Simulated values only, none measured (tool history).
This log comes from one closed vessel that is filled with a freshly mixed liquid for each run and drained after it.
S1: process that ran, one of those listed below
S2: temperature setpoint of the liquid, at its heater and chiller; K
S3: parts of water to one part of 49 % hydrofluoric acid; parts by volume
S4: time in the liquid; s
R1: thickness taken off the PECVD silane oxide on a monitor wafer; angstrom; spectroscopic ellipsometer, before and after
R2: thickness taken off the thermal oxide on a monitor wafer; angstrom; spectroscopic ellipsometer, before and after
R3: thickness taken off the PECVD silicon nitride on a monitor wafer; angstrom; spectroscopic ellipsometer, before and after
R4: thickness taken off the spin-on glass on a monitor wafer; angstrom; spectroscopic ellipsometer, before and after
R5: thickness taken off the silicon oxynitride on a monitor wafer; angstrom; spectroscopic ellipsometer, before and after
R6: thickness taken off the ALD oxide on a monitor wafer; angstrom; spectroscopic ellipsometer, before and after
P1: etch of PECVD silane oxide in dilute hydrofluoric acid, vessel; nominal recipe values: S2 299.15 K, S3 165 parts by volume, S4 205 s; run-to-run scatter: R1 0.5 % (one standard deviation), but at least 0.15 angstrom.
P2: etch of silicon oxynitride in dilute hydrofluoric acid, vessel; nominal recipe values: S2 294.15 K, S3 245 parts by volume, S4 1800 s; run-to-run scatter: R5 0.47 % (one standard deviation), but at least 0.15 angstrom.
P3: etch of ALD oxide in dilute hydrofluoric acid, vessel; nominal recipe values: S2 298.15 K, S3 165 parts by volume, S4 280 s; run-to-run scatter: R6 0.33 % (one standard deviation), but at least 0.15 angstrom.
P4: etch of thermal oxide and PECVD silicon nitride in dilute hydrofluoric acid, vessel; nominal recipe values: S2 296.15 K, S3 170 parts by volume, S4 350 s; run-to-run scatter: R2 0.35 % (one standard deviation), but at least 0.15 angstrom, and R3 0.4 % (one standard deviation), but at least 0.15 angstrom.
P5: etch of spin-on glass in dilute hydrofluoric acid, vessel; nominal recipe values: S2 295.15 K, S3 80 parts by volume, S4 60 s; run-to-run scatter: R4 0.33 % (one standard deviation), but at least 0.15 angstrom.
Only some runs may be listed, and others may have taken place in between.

{"run": 1, "hour": 10.0, "S1": "P1", "S2": 299.15, "S3": 165, "S4": 205, "R1": 186.82}
{"run": 2, "hour": 22.2, "S1": "P1", "S2": 292.15, "S3": 165, "S4": 110, "R1": 76.959}
{"run": 3, "hour": 36.4, "S1": "P4", "S2": 296.15, "S3": 170, "S4": 350, "R2": 87.784, "R3": 99.844}
{"run": 4, "hour": 48.2, "S1": "P1", "S2": 299.15, "S3": 165, "S4": 410, "R1": 374.75}
{"run": 5, "hour": 57.9, "S1": "P5", "S2": 295.15, "S3": 130, "S4": 60, "R4": 197.89}
{"run": 6, "hour": 70.4, "S1": "P2", "S2": 294.15, "S3": 395, "S4": 1800, "R5": 52.5}
{"run": 7, "hour": 83.1, "S1": "P1", "S2": 299.15, "S3": 165, "S4": 205, "R1": 185.88}
{"run": 8, "hour": 93.8, "S1": "P4", "S2": 296.15, "S3": 170, "S4": 350, "R2": 87.704, "R3": 99.747}
{"run": 9, "hour": 106.0, "S1": "P3", "S2": 291.15, "S3": 165, "S4": 280, "R6": 166.7}
{"run": 10, "hour": 119.0, "S1": "P1", "S2": 299.15, "S3": 165, "S4": 205, "R1": 186.61}
{"run": 11, "hour": 127.0, "S1": "P1", "S2": 304.15, "S3": 165, "S4": 205, "R1": 223.28}
{"run": 12, "hour": 141.7, "S1": "P3", "S2": 298.15, "S3": 165, "S4": 565, "R6": 442.38}
{"run": 13, "hour": 155.2, "S1": "P5", "S2": 302.65, "S3": 80, "S4": 60, "R4": 454.57}
{"run": 14, "hour": 171.0, "S1": "P1", "S2": 299.15, "S3": 165, "S4": 35, "R1": 31.288}
{"run": 15, "hour": 180.0, "S1": "P5", "S2": 295.15, "S3": 80, "S4": 60, "R4": 339.74}
{"run": 16, "hour": 187.4, "S1": "P4", "S2": 296.15, "S3": 170, "S4": 600, "R2": 150.74, "R3": 170.61}
{"run": 17, "hour": 203.1, "S1": "P3", "S2": 298.15, "S3": 165, "S4": 280, "R6": 218.44}
{"run": 18, "hour": 212.0, "S1": "P3", "S2": 298.15, "S3": 165, "S4": 280, "R6": 217.12}
{"run": 19, "hour": 227.3, "S1": "P3", "S2": 298.15, "S3": 65, "S4": 280, "R6": 630.88}
{"run": 20, "hour": 240.5, "S1": "P4", "S2": 291.65, "S3": 170, "S4": 350, "R2": 73.142, "R3": 73.922}
{"run": 21, "hour": 254.4, "S1": "P2", "S2": 294.15, "S3": 245, "S4": 3290, "R5": 170.52}
{"run": 22, "hour": 268.5, "S1": "P1", "S2": 299.15, "S3": 240, "S4": 305, "R1": 175}
{"run": 23, "hour": 276.2, "S1": "P1", "S2": 291.65, "S3": 165, "S4": 205, "R1": 140.17}
{"hour": 287.9, "done": "hydrofluoric acid flow meter replaced"}
{"run": 24, "hour": 288.2, "S1": "P1", "S2": 299.15, "S3": 165, "S4": 205, "R1": 184.53}
{"run": 25, "hour": 305.0, "S1": "P1", "S2": 299.15, "S3": 165, "S4": 205, "R1": 187.71}
{"run": 26, "hour": 321.3, "S1": "P1", "S2": 299.15, "S3": 30, "S4": 205, "R1": 1224.9}
{"run": 27, "hour": 328.8, "S1": "P1", "S2": 299.15, "S3": 250, "S4": 205, "R1": 112.09}
{"run": 28, "hour": 343.9, "S1": "P4", "S2": 296.15, "S3": 295, "S4": 350, "R2": 44.581, "R3": 57.645}

Run 29 has not been measured yet. What should we expect?
{"run": 29, "hour": 357.2, "S1": "P2", "S2": 300.65, "S3": 245, "S4": 1800, "R5": "?"}

{"run 29": {"R5": 124.33}}
